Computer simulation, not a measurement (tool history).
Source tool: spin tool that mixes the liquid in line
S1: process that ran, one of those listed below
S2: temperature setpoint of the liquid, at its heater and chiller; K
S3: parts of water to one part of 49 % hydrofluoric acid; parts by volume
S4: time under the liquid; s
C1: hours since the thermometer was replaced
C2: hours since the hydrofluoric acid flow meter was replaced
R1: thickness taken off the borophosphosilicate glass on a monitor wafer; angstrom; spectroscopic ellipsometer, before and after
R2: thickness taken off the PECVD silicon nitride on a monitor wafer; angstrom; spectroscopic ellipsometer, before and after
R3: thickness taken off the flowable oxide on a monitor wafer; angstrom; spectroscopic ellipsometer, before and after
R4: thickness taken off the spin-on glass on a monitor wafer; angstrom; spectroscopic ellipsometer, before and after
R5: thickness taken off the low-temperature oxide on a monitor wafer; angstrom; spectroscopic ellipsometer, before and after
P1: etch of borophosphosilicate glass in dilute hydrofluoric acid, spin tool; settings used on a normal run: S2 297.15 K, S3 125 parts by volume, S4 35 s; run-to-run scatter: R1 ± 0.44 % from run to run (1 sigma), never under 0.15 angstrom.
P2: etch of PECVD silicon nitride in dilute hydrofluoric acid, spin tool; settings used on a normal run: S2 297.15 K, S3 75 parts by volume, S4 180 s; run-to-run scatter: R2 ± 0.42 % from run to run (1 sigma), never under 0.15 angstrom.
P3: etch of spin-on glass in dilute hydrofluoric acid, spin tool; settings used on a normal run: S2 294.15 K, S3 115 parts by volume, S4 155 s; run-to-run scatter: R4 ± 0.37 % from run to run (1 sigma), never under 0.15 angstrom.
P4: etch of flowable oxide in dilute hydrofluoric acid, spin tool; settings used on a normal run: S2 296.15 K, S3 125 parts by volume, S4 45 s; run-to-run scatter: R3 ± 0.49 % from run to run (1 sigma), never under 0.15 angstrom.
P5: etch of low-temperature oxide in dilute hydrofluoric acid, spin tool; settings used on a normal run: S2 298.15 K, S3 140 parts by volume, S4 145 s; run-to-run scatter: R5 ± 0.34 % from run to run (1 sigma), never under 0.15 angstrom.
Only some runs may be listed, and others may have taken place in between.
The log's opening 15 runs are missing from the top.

{"run": 16, "hour": 191.3, "S1": "P4", "S2": 302.65, "S3": 125, "S4": 45, "C1": 633.5, "C2": 289.9, "R3": 177.4}
{"run": 17, "hour": 203.4, "S1": "P1", "S2": 300.65, "S3": 125, "S4": 65, "C1": 645.6, "C2": 302.0, "R1": 170.66}
{"run": 18, "hour": 211.9, "S1": "P4", "S2": 296.15, "S3": 70, "S4": 45, "C1": 654.1, "C2": 310.5, "R3": 266.18}
{"run": 19, "hour": 226.2, "S1": "P1", "S2": 297.15, "S3": 190, "S4": 35, "C1": 668.4, "C2": 324.8, "R1": 49.513}
{"run": 20, "hour": 238.5, "S1": "P5", "S2": 298.15, "S3": 140, "S4": 250, "C1": 680.7, "C2": 337.1, "R5": 645.28}
{"run": 21, "hour": 245.4, "S1": "P3", "S2": 294.15, "S3": 115, "S4": 55, "C1": 687.6, "C2": 344.0, "R4": 150.6}
{"run": 22, "hour": 258.3, "S1": "P1", "S2": 297.15, "S3": 125, "S4": 35, "C1": 700.5, "C2": 356.9, "R1": 79.925}
{"run": 23, "hour": 269.5, "S1": "P1", "S2": 297.15, "S3": 125, "S4": 50, "C1": 711.7, "C2": 368.1, "R1": 114.77}
{"run": 24, "hour": 284.7, "S1": "P5", "S2": 298.15, "S3": 140, "S4": 145, "C1": 726.9, "C2": 383.3, "R5": 375.63}

Estimate the outcome of run 25 from the log above:
{"run": 25, "hour": 291.9, "S1": "P5", "S2": 290.65, "S3": 140, "S4": 145, "C1": 734.1, "C2": 390.5, "R5": "?"}

{"run 25": {"R5": 278.41}}
